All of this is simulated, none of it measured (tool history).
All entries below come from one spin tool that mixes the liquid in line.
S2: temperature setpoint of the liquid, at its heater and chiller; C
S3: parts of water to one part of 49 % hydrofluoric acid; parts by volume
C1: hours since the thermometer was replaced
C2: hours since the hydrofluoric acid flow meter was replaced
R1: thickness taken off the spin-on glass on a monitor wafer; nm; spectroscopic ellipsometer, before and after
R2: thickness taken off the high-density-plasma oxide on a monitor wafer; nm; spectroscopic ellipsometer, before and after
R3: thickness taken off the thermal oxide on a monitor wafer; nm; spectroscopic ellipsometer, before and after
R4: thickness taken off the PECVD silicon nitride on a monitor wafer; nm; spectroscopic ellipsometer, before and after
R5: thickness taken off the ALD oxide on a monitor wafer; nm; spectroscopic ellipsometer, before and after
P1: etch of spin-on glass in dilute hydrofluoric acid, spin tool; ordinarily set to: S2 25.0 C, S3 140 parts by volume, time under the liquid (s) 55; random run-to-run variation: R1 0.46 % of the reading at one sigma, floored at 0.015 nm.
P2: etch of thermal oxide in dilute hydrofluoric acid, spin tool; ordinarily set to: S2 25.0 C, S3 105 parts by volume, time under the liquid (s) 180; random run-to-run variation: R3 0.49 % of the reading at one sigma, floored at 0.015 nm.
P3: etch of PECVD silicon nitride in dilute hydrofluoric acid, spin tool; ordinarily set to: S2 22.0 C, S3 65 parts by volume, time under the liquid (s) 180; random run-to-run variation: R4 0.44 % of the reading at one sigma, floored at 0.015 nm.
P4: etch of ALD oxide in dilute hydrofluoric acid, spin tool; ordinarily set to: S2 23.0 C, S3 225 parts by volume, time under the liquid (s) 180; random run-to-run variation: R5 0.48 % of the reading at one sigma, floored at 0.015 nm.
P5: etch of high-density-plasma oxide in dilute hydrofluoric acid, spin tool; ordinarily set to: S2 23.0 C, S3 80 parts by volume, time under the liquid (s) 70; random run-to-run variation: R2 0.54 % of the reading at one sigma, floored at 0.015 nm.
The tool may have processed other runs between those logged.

run 1 day=0.400 | process_that_ran=P1 S2=25.0 S3=140 time_under_the_liquid_(s)=55 | C1=880.6 C2=1155.8 | R1=17.8560
run 2 day=0.954 | process_that_ran=P5 S2=27.0 S3=80 time_under_the_liquid_(s)=70 | C1=893.9 C2=1169.1 | R2=5.8965
run 3 day=1.254 | process_that_ran=P5 S2=23.0 S3=80 time_under_the_liquid_(s)=70 | C1=901.1 C2=1176.3 | R2=4.9614
run 4 day=1.750 | process_that_ran=P1 S2=25.0 S3=140 time_under_the_liquid_(s)=55 | C1=913.0 C2=1188.2 | R1=17.8160
run 5 day=2.300 | process_that_ran=P1 S2=18.0 S3=140 time_under_the_liquid_(s)=55 | C1=926.2 C2=1201.4 | R1=13.5520
run 6 day=2.721 | process_that_ran=P2 S2=25.0 S3=105 time_under_the_liquid_(s)=180 | C1=936.3 C2=1211.5 | R3=8.3324
run 7 day=3.042 | process_that_ran=P2 S2=25.0 S3=170 time_under_the_liquid_(s)=180 | C1=944.0 C2=1219.2 | R3=4.7928
run 8 day=3.508 | process_that_ran=P3 S2=22.0 S3=45 time_under_the_liquid_(s)=180 | C1=955.2 C2=1230.4 | R4=9.17890
run 9 day=4.088 | process_that_ran=P4 S2=23.0 S3=225 time_under_the_liquid_(s)=180 | C1=969.1 C2=1244.3 | R5=11.9760
run 10 day=4.538 | process_that_ran=P1 S2=25.0 S3=140 time_under_the_liquid_(s)=55 | C1=979.9 C2=1255.1 | R1=17.8490
run 11 day=4.796 | process_that_ran=P3 S2=22.0 S3=65 time_under_the_liquid_(s)=15 | C1=986.1 C2=1261.3 | R4=0.52716
run 12 day=5.367 | process_that_ran=P1 S2=25.0 S3=65 time_under_the_liquid_(s)=55 | C1=999.8 C2=1275.0 | R1=41.7410
run 13 day=5.875 | process_that_ran=P2 S2=30.5 S3=105 time_under_the_liquid_(s)=180 | C1=1012.0 C2=1287.2 | R3=10.4070
run 14 day=6.433 | process_that_ran=P4 S2=23.0 S3=225 time_under_the_liquid_(s)=290 | C1=1025.4 C2=1300.6 | R5=19.6560
run 15 day=6.967 | process_that_ran=P3 S2=17.0 S3=65 time_under_the_liquid_(s)=180 | C1=1038.2 C2=1313.4 | R4=4.53230
run 16 day=7.275 | process_that_ran=P1 S2=25.0 S3=255 time_under_the_liquid_(s)=55 | C1=1045.6 C2=1320.8 | R1=8.6404
run 17 day=7.758 | process_that_ran=P1 S2=19.0 S3=30 time_under_the_liquid_(s)=55 | C1=1057.2 C2=1332.4 | R1=74.3880
run 18 day=8.054 | process_that_ran=P4 S2=17.0 S3=225 time_under_the_liquid_(s)=180 | C1=1064.3 C2=1339.5 | R5=9.5842
run 19 day=8.567 | process_that_ran=P5 S2=23.0 S3=80 time_under_the_liquid_(s)=70 | C1=1076.6 C2=1351.8 | R2=4.9941
run 20 day=9.125 | process_that_ran=P3 S2=22.0 S3=65 time_under_the_liquid_(s)=180 | C1=1090.0 C2=1365.2 | R4=6.37930
run 21 day=9.479 | process_that_ran=P4 S2=23.0 S3=360 time_under_the_liquid_(s)=180 | C1=1098.5 C2=1373.7 | R5=6.6692
run 22 day=10.025 | process_that_ran=P3 S2=22.0 S3=65 time_under_the_liquid_(s)=180 | C1=1111.6 C2=1386.8 | R4=6.48320
run 23 day=10.500 | process_that_ran=P1 S2=25.0 S3=140 time_under_the_liquid_(s)=100 | C1=1123.0 C2=1398.2 | R1=32.3310
-- day=10.979 hydrofluoric acid flow meter replaced
run 24 day=11.038 | process_that_ran=P5 S2=23.0 S3=110 time_under_the_liquid_(s)=70 | C1=1135.9 C2=1.5 | R2=3.5219
run 25 day=11.400 | process_that_ran=P1 S2=25.0 S3=140 time_under_the_liquid_(s)=15 | C1=1144.6 C2=10.2 | R1=4.8502
run 26 day=11.829 | process_that_ran=P2 S2=25.0 S3=105 time_under_the_liquid_(s)=65 | C1=1154.9 C2=20.5 | R3=3.0237
run 27 day=12.288 | process_that_ran=P5 S2=23.0 S3=80 time_under_the_liquid_(s)=35 | C1=1165.9 C2=31.5 | R2=2.5442
run 28 day=12.708 | process_that_ran=P1 S2=25.0 S3=140 time_under_the_liquid_(s)=55 | C1=1176.0 C2=41.6 | R1=17.8620
run 29 day=13.079 | process_that_ran=P1 S2=30.0 S3=140 time_under_the_liquid_(s)=55 | C1=1184.9 C2=50.5 | R1=21.3710
run 30 day=13.642 | process_that_ran=P1 S2=25.0 S3=140 time_under_the_liquid_(s)=55 | C1=1198.4 C2=64.0 | R1=17.8220
run 31 day=13.967 | process_that_ran=P1 S2=25.0 S3=140 time_under_the_liquid_(s)=55 | C1=1206.2 C2=71.8 | R1=17.7020
run 32 day=14.438 | process_that_ran=P1 S2=25.0 S3=140 time_under_the_liquid_(s)=55 | C1=1217.5 C2=83.1 | R1=17.3170
run 33 day=14.992 | process_that_ran=P1 S2=25.0 S3=140 time_under_the_liquid_(s)=55 | C1=1230.8 C2=96.4 | R1=17.0090
run 34 day=15.433 | process_that_ran=P1 S2=25.0 S3=140 time_under_the_liquid_(s)=55 | C1=1241.4 C2=107.0 | R1=17.0130

Run 35 comes next. What will it give?
run 35 day=15.796 | process_that_ran=P1 S2=25.0 S3=140 time_under_the_liquid_(s)=55 | C1=1250.1 C2=115.7 | R1=?

{"run 35": {"R1": 16.887}}

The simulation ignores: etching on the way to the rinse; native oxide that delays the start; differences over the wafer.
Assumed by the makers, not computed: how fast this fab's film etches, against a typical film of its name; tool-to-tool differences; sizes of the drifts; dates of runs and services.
